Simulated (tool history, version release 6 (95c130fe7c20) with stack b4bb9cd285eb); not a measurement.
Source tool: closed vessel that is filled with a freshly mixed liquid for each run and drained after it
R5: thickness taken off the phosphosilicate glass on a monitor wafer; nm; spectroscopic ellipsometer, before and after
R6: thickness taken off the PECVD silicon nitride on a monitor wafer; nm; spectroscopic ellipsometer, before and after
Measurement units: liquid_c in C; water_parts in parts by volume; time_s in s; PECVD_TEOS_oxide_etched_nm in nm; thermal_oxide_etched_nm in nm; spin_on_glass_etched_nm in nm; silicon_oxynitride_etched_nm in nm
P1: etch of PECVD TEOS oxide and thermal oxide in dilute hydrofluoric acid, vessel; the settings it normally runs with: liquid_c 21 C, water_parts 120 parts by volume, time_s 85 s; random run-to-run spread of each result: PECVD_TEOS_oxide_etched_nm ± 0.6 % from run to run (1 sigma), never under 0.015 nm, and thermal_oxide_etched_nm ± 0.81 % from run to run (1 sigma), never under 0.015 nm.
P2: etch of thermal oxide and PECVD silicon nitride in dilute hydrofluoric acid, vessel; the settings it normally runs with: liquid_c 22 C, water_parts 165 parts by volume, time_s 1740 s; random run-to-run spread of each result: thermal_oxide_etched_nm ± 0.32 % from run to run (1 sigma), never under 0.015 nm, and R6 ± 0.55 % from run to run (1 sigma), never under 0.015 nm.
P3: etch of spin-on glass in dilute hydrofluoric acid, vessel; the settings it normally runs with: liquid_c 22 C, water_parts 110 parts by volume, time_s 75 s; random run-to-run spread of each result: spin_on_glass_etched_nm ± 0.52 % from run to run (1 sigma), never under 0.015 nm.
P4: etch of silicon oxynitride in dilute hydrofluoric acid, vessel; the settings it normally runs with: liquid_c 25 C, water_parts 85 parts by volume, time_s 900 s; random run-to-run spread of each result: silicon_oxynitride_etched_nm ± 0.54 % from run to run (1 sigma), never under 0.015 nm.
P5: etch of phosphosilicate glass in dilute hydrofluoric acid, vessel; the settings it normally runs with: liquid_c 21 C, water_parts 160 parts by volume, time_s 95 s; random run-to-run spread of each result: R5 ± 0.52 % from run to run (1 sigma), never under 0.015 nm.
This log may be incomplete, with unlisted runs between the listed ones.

Run 1, hour 13.1: process P1, liquid_c 21 C, water_parts 120 parts by volume, time_s 85 s. Result: PECVD_TEOS_oxide_etched_nm 5.1099 nm, thermal_oxide_etched_nm 2.7611 nm.
Run 2, hour 25.5: process P1, liquid_c 21 C, water_parts 120 parts by volume, time_s 160 s. Result: PECVD_TEOS_oxide_etched_nm 9.4799 nm, thermal_oxide_etched_nm 5.1548 nm.
Run 3, hour 39.6: process P3, liquid_c 22 C, water_parts 110 parts by volume, time_s 75 s. Result: spin_on_glass_etched_nm 18.987 nm.
Run 4, hour 50.8: process P4, liquid_c 25 C, water_parts 20 parts by volume, time_s 900 s. Result: silicon_oxynitride_etched_nm 70.688 nm.
Run 5, hour 64.3: process P1, liquid_c 17 C, water_parts 120 parts by volume, time_s 85 s. Result: PECVD_TEOS_oxide_etched_nm 4.3117 nm, thermal_oxide_etched_nm 2.3474 nm.
Run 6, hour 76.1: process P1, liquid_c 21 C, water_parts 120 parts by volume, time_s 45 s. Result: PECVD_TEOS_oxide_etched_nm 2.6689 nm, thermal_oxide_etched_nm 1.4527 nm.
Run 7, hour 91.4: process P4, liquid_c 25 C, water_parts 85 parts by volume, time_s 1725 s. Result: silicon_oxynitride_etched_nm 30.046 nm.
Run 8, hour 102.9: process P5, liquid_c 26 C, water_parts 160 parts by volume, time_s 95 s. Result: R5 58.494 nm.
Run 9, hour 121.1: process P4, liquid_c 25 C, water_parts 85 parts by volume, time_s 900 s. Result: silicon_oxynitride_etched_nm 15.686 nm.
Run 10, hour 137.1: process P5, liquid_c 21 C, water_parts 160 parts by volume, time_s 155 s. Result: R5 78.786 nm.
Run 11, hour 151.7: process P2, liquid_c 22 C, water_parts 165 parts by volume, time_s 805 s. Result: thermal_oxide_etched_nm 20.7100 nm, R6 10.166 nm.
Run 12, hour 168.2: process P2, liquid_c 22 C, water_parts 240 parts by volume, time_s 1740 s. Result: thermal_oxide_etched_nm 28.6930 nm, R6 15.211 nm.
Run 13, hour 181.1: process P2, liquid_c 22 C, water_parts 165 parts by volume, time_s 1740 s. Result: thermal_oxide_etched_nm 45.1420 nm, R6 21.706 nm.
Run 14, hour 190.5: process P1, liquid_c 27 C, water_parts 120 parts by volume, time_s 40 s. Result: PECVD_TEOS_oxide_etched_nm 3.0310 nm, thermal_oxide_etched_nm 1.6242 nm.
Run 15, hour 199.2: process P5, liquid_c 21 C, water_parts 85 parts by volume, time_s 95 s. Result: R5 98.239 nm.
Run 16, hour 210.6: process P1, liquid_c 21 C, water_parts 205 parts by volume, time_s 85 s. Result: PECVD_TEOS_oxide_etched_nm 2.7504 nm, thermal_oxide_etched_nm 1.4854 nm.
Run 17, hour 226.8: process P1, liquid_c 21 C, water_parts 120 parts by volume, time_s 85 s. Result: PECVD_TEOS_oxide_etched_nm 5.1037 nm, thermal_oxide_etched_nm 2.7594 nm.
Run 18, hour 236.0: process P2, liquid_c 17 C, water_parts 165 parts by volume, time_s 1740 s. Result: thermal_oxide_etched_nm 37.0980 nm, R6 15.583 nm.
Run 19, hour 247.8: process P5, liquid_c 21 C, water_parts 160 parts by volume, time_s 95 s. Result: R5 48.519 nm.
Run 20, hour 257.2: process P1, liquid_c 26 C, water_parts 80 parts by volume, time_s 85 s. Result: PECVD_TEOS_oxide_etched_nm 9.7055 nm, thermal_oxide_etched_nm 5.3240 nm.
Run 21, hour 272.2: process P1, liquid_c 26 C, water_parts 120 parts by volume, time_s 85 s. Result: PECVD_TEOS_oxide_etched_nm 6.1886 nm, thermal_oxide_etched_nm 3.3507 nm.
Run 22, hour 289.1: process P4, liquid_c 33 C, water_parts 85 parts by volume, time_s 900 s. Result: silicon_oxynitride_etched_nm 23.004 nm.
Run 23, hour 298.3: process P3, liquid_c 22 C, water_parts 110 parts by volume, time_s 110 s. Result: spin_on_glass_etched_nm 27.921 nm.
Run 24, hour 306.3: process P3, liquid_c 17 C, water_parts 110 parts by volume, time_s 75 s. Result: spin_on_glass_etched_nm 15.491 nm.
Run 25, hour 322.7: process P1, liquid_c 21 C, water_parts 60 parts by volume, time_s 85 s. Result: PECVD_TEOS_oxide_etched_nm 10.9880 nm, thermal_oxide_etched_nm 5.8983 nm.
Run 26, hour 338.5: process P3, liquid_c 22 C, water_parts 25 parts by volume, time_s 75 s. Result: spin_on_glass_etched_nm 93.431 nm.
Run 27, hour 348.2: process P1, liquid_c 21 C, water_parts 120 parts by volume, time_s 85 s. Result: PECVD_TEOS_oxide_etched_nm 5.0651 nm, thermal_oxide_etched_nm 2.7664 nm.
Run 28, hour 357.4: process P1, liquid_c 21 C, water_parts 120 parts by volume, time_s 85 s. Result: PECVD_TEOS_oxide_etched_nm 5.1047 nm, thermal_oxide_etched_nm 2.7266 nm.
Run 29, hour 369.1: process P1, liquid_c 21 C, water_parts 120 parts by volume, time_s 85 s. Result: PECVD_TEOS_oxide_etched_nm 5.0458 nm, thermal_oxide_etched_nm 2.7635 nm.

The next listed run, before its measurement:
Run 30, hour 386.4: process P1, liquid_c 21 C, water_parts 120 parts by volume, time_s 85 s. Result: PECVD_TEOS_oxide_etched_nm ?, thermal_oxide_etched_nm ?.

{"run 30": {"PECVD_TEOS_oxide_etched_nm": 4.8983, "thermal_oxide_etched_nm": 2.6488}}
